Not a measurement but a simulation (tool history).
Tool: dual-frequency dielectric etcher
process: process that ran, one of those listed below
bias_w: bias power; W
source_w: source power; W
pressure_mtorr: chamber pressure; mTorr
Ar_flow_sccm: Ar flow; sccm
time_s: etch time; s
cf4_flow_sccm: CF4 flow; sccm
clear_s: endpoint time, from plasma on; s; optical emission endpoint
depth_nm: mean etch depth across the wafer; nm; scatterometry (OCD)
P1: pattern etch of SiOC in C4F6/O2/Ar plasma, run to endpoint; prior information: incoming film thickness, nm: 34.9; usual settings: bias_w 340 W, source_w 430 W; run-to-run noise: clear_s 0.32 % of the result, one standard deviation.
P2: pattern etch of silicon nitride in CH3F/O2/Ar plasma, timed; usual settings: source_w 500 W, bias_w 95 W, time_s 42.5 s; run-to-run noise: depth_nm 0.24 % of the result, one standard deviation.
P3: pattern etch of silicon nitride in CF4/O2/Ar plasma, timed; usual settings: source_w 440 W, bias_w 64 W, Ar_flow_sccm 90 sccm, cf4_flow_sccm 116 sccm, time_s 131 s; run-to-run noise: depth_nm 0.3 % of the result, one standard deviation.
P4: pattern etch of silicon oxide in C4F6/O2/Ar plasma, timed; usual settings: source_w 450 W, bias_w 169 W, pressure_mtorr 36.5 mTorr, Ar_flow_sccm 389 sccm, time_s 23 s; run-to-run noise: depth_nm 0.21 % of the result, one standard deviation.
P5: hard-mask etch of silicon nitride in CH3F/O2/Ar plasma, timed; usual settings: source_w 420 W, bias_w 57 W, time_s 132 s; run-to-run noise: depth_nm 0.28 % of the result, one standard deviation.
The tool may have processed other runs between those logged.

run    day  process  bias_w  source_w  pressure_mtorr  Ar_flow_sccm  time_s  cf4_flow_sccm  hours since the last wet clean  hours since the last bias power generator calibration  hours since the last source power generator calibration  clear_s  depth_nm
  1  0.088       P1     340       430                                                                                140.8                                                 2251.1                                                   2965.4   13.175
  2  0.246       P1     340       430                                                                                144.6                                                 2254.9                                                   2969.2   13.138
  3  0.329       P4     169       270            36.5           389      23                                          146.6                                                 2256.9                                                   2971.2             58.458
  4  0.475       P3      64       440                            90   178.5            116                           150.1                                                 2260.4                                                   2974.7             339.62
  5  0.625       P2     134       500                                  42.5                                          153.7                                                   2264                                                   2978.3             41.262
  6  0.788       P3      64       330                            90     131            116                           157.6                                                 2267.9                                                   2982.2             195.71
  7  0.979       P5      57       420                                  72.5                                          162.2                                                 2272.5                                                   2986.8             47.295
  8  1.096       P1     340       430                                                                                  165                                                 2275.3                                                   2989.6   13.166
  9  1.196       P1     435       430                                                                                167.4                                                 2277.7                                                     2992    12.07
 10  1.288       P3      64       440                            57     131            116                           169.6                                                 2279.9                                                   2994.2             260.14
 11  1.458       P5      57       280                                   132                                          173.7                                                   2284                                                   2998.3             73.773
 12  1.596       P3      64       440                            90     131            116                             177                                                 2287.3                                                   3001.6             248.24
     1.642  -- wet clean of the chamber
 13  1.762       P1     464       280                                                                                  2.9                                                 2291.3                                                   3005.6   13.772
 14  1.888       P1     447       290                                                                                  5.9                                                 2294.3                                                   3008.6   13.824
 15  2.029       P1     340       430                                                                                  9.3                                                 2297.7                                                     3012   13.159
 16  2.138       P1     278       600                                                                                 11.9                                                 2300.3                                                   3014.6   12.491
 17  2.233       P1     340       530                                                                                 14.2                                                 2302.6                                                   3016.9   12.195
 18  2.367       P1     340       430                                                                                 17.4                                                 2305.8                                                   3020.1   13.228
 19  2.483       P5      68       420                                   132                                           20.2                                                 2308.6                                                   3022.9             90.985
 20  2.675       P4     130       450            36.5           389      23                                           24.8                                                 2313.2                                                   3027.5             65.986
 21  2.838       P4     169       450            36.5           389      23                                           28.7                                                 2317.1                                                   3031.4             71.415
 22  3.004       P5      57       420                                   132                                           32.7                                                 2321.1                                                   3035.4             86.146
 23  3.167       P5      57       420                                   132                                           36.6                                                   2325                                                   3039.3             85.893
 24  3.338       P2      95       500                                  42.5                                           40.7                                                 2329.1                                                   3043.4             36.282
 25  3.504       P2      95       500                                    61                                           44.7                                                 2333.1                                                   3047.4             52.184
 26  3.646       P2      95       500                                  42.5                                           48.1                                                 2336.5                                                   3050.8             36.384
 27  3.817       P3      64       440                            90     131            147                            52.2                                                 2340.6                                                   3054.9                255
 28  3.908       P1     340       430                                                                                 54.4                                                 2342.8                                                   3057.1   13.166
 29  4.058       P1     241       430                                                                                   58                                                 2346.4                                                   3060.7   14.748
 30  4.192       P3      79       440                            90     131            116                            61.2                                                 2349.6                                                   3063.9             271.01
 31  4.279       P4     169       450            36.5           294      23                                           63.3                                                 2351.7                                                     3066             73.627
 32    4.4       P3      64       440                            90     131            116                            66.2                                                 2354.6                                                   3068.9             250.87
 33  4.579       P1     340       270                                                                                 70.5                                                 2358.9                                                   3073.2    15.68
 34  4.754       P4     169       450              26           389      23                                           74.7                                                 2363.1                                                   3077.4             74.498
 35  4.921       P4     169       450            36.5           389      23                                           78.7                                                 2367.1                                                   3081.4             71.493
 36  5.008       P4     169       450            36.5           389    12.5                                           80.8                                                 2369.2                                                   3083.5             38.754
 37  5.146       P2      95       660                                  42.5                                           84.1                                                 2372.5                                                   3086.8             40.342
 38    5.3       P1     340       430                                                                                 87.8                                                 2376.2                                                   3090.5   13.148

Run 39 has not been measured yet. What should we expect?
 39  5.417       P1     340       430                                                                                 90.6                                                   2379                                                   3093.3        ?

{"run 39": {"clear_s": 13.152}}

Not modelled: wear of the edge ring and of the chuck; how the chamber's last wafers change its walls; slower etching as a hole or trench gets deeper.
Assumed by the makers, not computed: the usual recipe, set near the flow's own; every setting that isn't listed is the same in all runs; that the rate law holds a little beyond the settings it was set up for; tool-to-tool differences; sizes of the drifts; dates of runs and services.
